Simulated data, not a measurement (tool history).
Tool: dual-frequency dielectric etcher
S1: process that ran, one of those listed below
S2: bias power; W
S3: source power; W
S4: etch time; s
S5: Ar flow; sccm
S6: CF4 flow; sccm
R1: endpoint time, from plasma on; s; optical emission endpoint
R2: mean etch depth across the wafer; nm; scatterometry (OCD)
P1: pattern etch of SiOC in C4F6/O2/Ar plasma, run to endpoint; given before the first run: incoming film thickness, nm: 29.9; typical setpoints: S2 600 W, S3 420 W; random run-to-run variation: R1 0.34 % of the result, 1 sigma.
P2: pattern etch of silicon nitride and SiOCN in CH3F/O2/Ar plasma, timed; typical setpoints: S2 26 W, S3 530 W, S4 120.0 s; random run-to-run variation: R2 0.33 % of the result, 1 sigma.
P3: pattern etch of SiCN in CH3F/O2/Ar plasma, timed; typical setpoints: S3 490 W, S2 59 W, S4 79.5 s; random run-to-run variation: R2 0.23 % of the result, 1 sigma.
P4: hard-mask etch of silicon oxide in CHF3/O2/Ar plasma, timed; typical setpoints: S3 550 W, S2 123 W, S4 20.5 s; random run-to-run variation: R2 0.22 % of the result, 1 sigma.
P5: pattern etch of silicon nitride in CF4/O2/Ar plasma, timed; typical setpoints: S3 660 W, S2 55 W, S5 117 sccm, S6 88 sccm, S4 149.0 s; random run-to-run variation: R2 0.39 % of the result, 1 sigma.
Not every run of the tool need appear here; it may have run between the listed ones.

run	hour	S1	S2	S3	S4	S5	S6	R1	R2
1	13.1	P1	600	420				9.3898	
2	26.8	P1	600	290				10.7040	
3	39.7	P3	59	330	79.5				25.446
4	52.2	P5	55	660	195.5	117	88		463.770
# hour 65.7: wet clean of the chamber
5	66.7	P1	600	420				9.4174	
6	77.9	P2	26	700	120.0				21.043
7	86.9	P1	600	420				9.4083	
8	97.9	P3	59	490	106.5				39.573
9	110.7	P5	55	660	149.0	117	88		355.640
10	122.6	P2	26	530	120.0				19.247
11	136.7	P2	26	530	120.0				19.284
12	145.4	P1	400	420				10.9510	
13	151.8	P5	55	790	149.0	117	88		416.180
14	166.3	P2	26	530	158.5				25.536
15	177.7	P1	746	420				8.6858	
16	191.4	P1	600	420				9.4470	
17	201.1	P5	55	660	149.0	117	122		373.360
18	207.9	P5	55	660	149.0	89	88		371.880
19	222.1	P3	59	490	79.5				29.473
20	228.4	P4	165	550	20.5				38.013
21	235.8	P4	123	330	20.5				28.262
22	250.0	P4	123	550	20.5				34.532
23	263.2	P2	34	530	120.0				21.834
24	274.6	P4	123	550	20.5				34.493
# hour 282.5: bias power generator calibrated
25	284.3	P4	123	550	25.0				42.209
26	291.0	P5	37	660	149.0	117	88		306.530
27	305.1	P1	600	490				8.8867	
28	313.0	P3	75	490	79.5				32.107
29	323.2	P1	600	420				9.4398	
30	334.3	P1	373	500				10.4930	
31	347.4	P1	600	420				9.4228	
32	361.4	P5	55	660	149.0	117	88		358.710
33	374.5	P1	600	420				9.4465	
34	388.6	P1	600	420				9.4946	
35	402.7	P1	600	420				9.5186	
36	412.2	P1	600	420				9.6135	
37	418.5	P1	600	420				9.5121	
38	429.5	P1	600	420				9.5420	
# hour 429.9: wet clean of the chamber
39	438.2	P1	600	420				9.6240	
40	447.8	P1	600	420				9.5480	
41	461.6	P1	600	420				9.5228	
42	474.7	P1	600	420				9.5876	

Compared with where it was, what P1 gives has crept away. Each cause listed below fits the log as well as the rest, at the size given for it:
A: source power that arrives under what is set, % = 4.51
B: bias power that arrives under what is set, % = 4.34
The creep began at about hour 374.5.
The rest of the possible causes, and what rules out each one:
chamber walls in a state that lowers the etch rate, %: its service at hour 429.9 followed the start of the drift and did not put the process back to its old value

The list below offers 4 check runs, each averaging the results of 2 wafers, and shows each result as a question mark. For which of them would the listed causes give clearly different results?
check 1	487.8	P3	69	370	79.5				?
check 2	487.8	P4	159	350	20.5				?
check 3	487.8	P5	55	660	149.0	117	121		?
check 4	487.8	P2	26	670	120.0				?

If the cause were each of the candidates in turn, the checks would give the following:
check	result	if A	if B
check 1	R2	27.522	27.572
check 2	R2	30.977	31.055
check 3	R2	356.930	365.520
check 4	R2	20.578	20.504
Separation of the two closest causes in each check, using whichever result separates them best: check 1 0.18 %; check 2 0.25 %; check 3 2.38 %; check 4 0.36 %
Check 3 distinguishes between the causes, while the remaining checks would return nearly the same result for all of them.

After running check 3, the following was obtained: R2 357.250 nm. Which cause does this point to?

The cause is A: source power that arrives under what is set, %.

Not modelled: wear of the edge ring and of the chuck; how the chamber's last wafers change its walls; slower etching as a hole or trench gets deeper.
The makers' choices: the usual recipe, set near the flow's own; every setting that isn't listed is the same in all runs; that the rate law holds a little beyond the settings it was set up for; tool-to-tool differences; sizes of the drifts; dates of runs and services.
